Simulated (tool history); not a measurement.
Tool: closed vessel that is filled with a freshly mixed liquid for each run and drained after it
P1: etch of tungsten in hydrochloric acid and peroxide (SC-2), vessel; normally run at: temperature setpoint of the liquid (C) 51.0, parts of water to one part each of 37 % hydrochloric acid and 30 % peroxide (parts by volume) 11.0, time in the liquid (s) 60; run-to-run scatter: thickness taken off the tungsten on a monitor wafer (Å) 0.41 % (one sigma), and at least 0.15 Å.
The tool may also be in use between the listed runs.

run   hour  temperature setpoint of the liquid (C)  parts of water to one part each of 37 % hydrochloric acid and 30 % peroxide (parts by volume)  time in the liquid (s)  hours since the thermometer was replaced  hours since the chemicals flow meter was replaced  hours since the drum of peroxide was connected  thickness taken off the tungsten on a monitor wafer (Å)
  1    8.0                                    51.0                                                                                           11.0                      60                                     266.4                                              133.4                                           366.7                                                  226.300
  2   14.8                                    51.0                                                                                           19.5                      60                                     273.2                                              140.2                                           373.5                                                  137.540
  3   18.8                                    37.0                                                                                           11.0                      60                                     277.2                                              144.2                                           377.5                                                   86.150
  4   27.8                                    51.0                                                                                           11.0                      30                                     286.2                                              153.2                                           386.5                                                  113.040
  5   34.6                                    51.0                                                                                           11.0                      60                                     293.0                                              160.0                                           393.3                                                  227.350
  6   38.8                                    36.5                                                                                           11.0                      90                                     297.2                                              164.2                                           397.5                                                  124.560
  7   45.4                                    61.0                                                                                            7.0                      60                                     303.8                                              170.8                                           404.1                                                  618.440
  8   53.5                                    51.0                                                                                           11.0                      60                                     311.9                                              178.9                                           412.2                                                  225.350
  9   60.3                                    51.0                                                                                           11.0                     115                                     318.7                                              185.7                                           419.0                                                  438.740
 10   66.4                                    64.5                                                                                           11.0                      60                                     324.8                                              191.8                                           425.1                                                  535.750
 11   71.8                                    51.0                                                                                           16.5                      35                                     330.2                                              197.2                                           430.5                                                   93.203
 12   78.0                                    51.0                                                                                            4.0                      60                                     336.4                                              203.4                                           436.7                                                  487.970
 13   83.8                                    51.0                                                                                           11.0                      60                                     342.2                                              209.2                                           442.5                                                  224.700
 14   89.1                                    51.0                                                                                           11.0                      60                                     347.5                                              214.5                                           447.8                                                  228.840
 15   94.9                                    51.0                                                                                           11.0                      60                                     353.3                                              220.3                                           453.6                                                  227.910
 16  100.6                                    51.0                                                                                           11.0                      60                                     359.0                                              226.0                                           459.3                                                  225.820
 17  109.0                                    51.0                                                                                           11.0                      60                                     367.4                                              234.4                                           467.7                                                  234.150
 18  118.1                                    51.0                                                                                           11.0                      60                                     376.5                                              243.5                                           476.8                                                  239.130
 19  125.7                                    51.0                                                                                           11.0                      60                                     384.1                                              251.1                                           484.4                                                  242.930
 20  133.2                                    51.0                                                                                           11.0                      60                                     391.6                                              258.6                                           491.9                                                  245.140
 21  141.8                                    51.0                                                                                           11.0                      60                                     400.2                                              267.2                                           500.5                                                  243.340
 22  149.5                                    51.0                                                                                           11.0                      60                                     407.9                                              274.9                                           508.2                                                  245.170

The next listed run, before its measurement:
 23  158.0                                    51.0                                                                                           11.0                      60                                     416.4                                              283.4                                           516.7                                                        ?

thickness taken off the tungsten on a monitor wafer (Å): 247.220

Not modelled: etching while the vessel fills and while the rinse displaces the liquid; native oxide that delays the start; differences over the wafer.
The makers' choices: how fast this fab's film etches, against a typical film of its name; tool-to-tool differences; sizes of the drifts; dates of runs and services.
